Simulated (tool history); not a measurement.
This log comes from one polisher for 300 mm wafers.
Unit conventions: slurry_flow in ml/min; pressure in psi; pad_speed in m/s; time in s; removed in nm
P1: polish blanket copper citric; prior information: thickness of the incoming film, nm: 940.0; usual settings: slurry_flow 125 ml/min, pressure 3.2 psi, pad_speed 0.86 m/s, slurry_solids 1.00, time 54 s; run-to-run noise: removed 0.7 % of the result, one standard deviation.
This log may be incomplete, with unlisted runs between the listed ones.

{"run": 1, "hour": 5.0, "slurry_flow": 125, "pressure": 3.2, "pad_speed": 0.86, "slurry_solids": 1.0, "time": 54, "removed": 131.01}
{"run": 2, "hour": 11.8, "slurry_flow": 125, "pressure": 3.2, "pad_speed": 0.86, "slurry_solids": 1.0, "time": 84, "removed": 201.72}
{"run": 3, "hour": 17.3, "slurry_flow": 125, "pressure": 1.7, "pad_speed": 0.86, "slurry_solids": 1.0, "time": 82, "removed": 107.17}
{"run": 4, "hour": 22.6, "slurry_flow": 125, "pressure": 3.2, "pad_speed": 0.86, "slurry_solids": 1.0, "time": 54, "removed": 130.13}
{"run": 5, "hour": 28.0, "slurry_flow": 125, "pressure": 3.2, "pad_speed": 1.24, "slurry_solids": 1.0, "time": 54, "removed": 185.25}
{"run": 6, "hour": 31.9, "slurry_flow": 180, "pressure": 3.2, "pad_speed": 0.86, "slurry_solids": 1.0, "time": 54, "removed": 139.95}
{"run": 7, "hour": 37.3, "slurry_flow": 125, "pressure": 2.2, "pad_speed": 0.86, "slurry_solids": 1.0, "time": 81, "removed": 134.89}
{"run": 8, "hour": 43.9, "slurry_flow": 125, "pressure": 3.2, "pad_speed": 0.86, "slurry_solids": 1.0, "time": 54, "removed": 128.84}
{"run": 9, "hour": 49.2, "slurry_flow": 125, "pressure": 3.2, "pad_speed": 0.86, "slurry_solids": 1.0, "time": 54, "removed": 130.9}
{"run": 10, "hour": 53.5, "slurry_flow": 90, "pressure": 3.2, "pad_speed": 0.86, "slurry_solids": 1.0, "time": 54, "removed": 120.74}
{"run": 11, "hour": 59.5, "slurry_flow": 125, "pressure": 3.2, "pad_speed": 0.86, "slurry_solids": 1.35, "time": 54, "removed": 138.76}
{"run": 12, "hour": 64.7, "slurry_flow": 125, "pressure": 4.9, "pad_speed": 0.86, "slurry_solids": 1.0, "time": 54, "removed": 199.18}
{"run": 13, "hour": 69.1, "slurry_flow": 125, "pressure": 3.2, "pad_speed": 0.86, "slurry_solids": 1.0, "time": 54, "removed": 129.95}
{"run": 14, "hour": 72.5, "slurry_flow": 125, "pressure": 3.2, "pad_speed": 0.86, "slurry_solids": 0.5, "time": 54, "removed": 111.79}
{"run": 15, "hour": 76.4, "slurry_flow": 125, "pressure": 1.6, "pad_speed": 0.86, "slurry_solids": 1.0, "time": 54, "removed": 66.63}
{"run": 16, "hour": 80.6, "slurry_flow": 125, "pressure": 3.2, "pad_speed": 0.86, "slurry_solids": 1.0, "time": 27, "removed": 64.611}
{"run": 17, "hour": 85.8, "slurry_flow": 125, "pressure": 3.2, "pad_speed": 0.38, "slurry_solids": 1.0, "time": 54, "removed": 59.952}
{"run": 18, "hour": 91.5, "slurry_flow": 125, "pressure": 3.2, "pad_speed": 0.86, "slurry_solids": 1.0, "time": 54, "removed": 129.75}
{"run": 19, "hour": 97.6, "slurry_flow": 125, "pressure": 3.2, "pad_speed": 0.86, "slurry_solids": 1.0, "time": 54, "removed": 123.58}
{"run": 20, "hour": 102.1, "slurry_flow": 125, "pressure": 3.2, "pad_speed": 0.86, "slurry_solids": 1.0, "time": 54, "removed": 122.2}
{"run": 21, "hour": 108.5, "slurry_flow": 125, "pressure": 3.2, "pad_speed": 0.86, "slurry_solids": 1.0, "time": 54, "removed": 120.24}
{"hour": 109.8, "done": "worn pad replaced by a new one"}
{"run": 22, "hour": 112.4, "slurry_flow": 125, "pressure": 3.2, "pad_speed": 0.86, "slurry_solids": 1.0, "time": 54, "removed": 118.19}
{"hour": 113.9, "done": "slurry blender recalibrated"}
{"run": 23, "hour": 117.9, "slurry_flow": 125, "pressure": 3.2, "pad_speed": 0.86, "slurry_solids": 1.0, "time": 54, "removed": 119.03}

For run 24, what comes out?
{"run": 24, "hour": 122.7, "slurry_flow": 125, "pressure": 3.2, "pad_speed": 0.86, "slurry_solids": 1.0, "time": 54, "removed": "?"}

Run 24 measured removed 116.960 nm.

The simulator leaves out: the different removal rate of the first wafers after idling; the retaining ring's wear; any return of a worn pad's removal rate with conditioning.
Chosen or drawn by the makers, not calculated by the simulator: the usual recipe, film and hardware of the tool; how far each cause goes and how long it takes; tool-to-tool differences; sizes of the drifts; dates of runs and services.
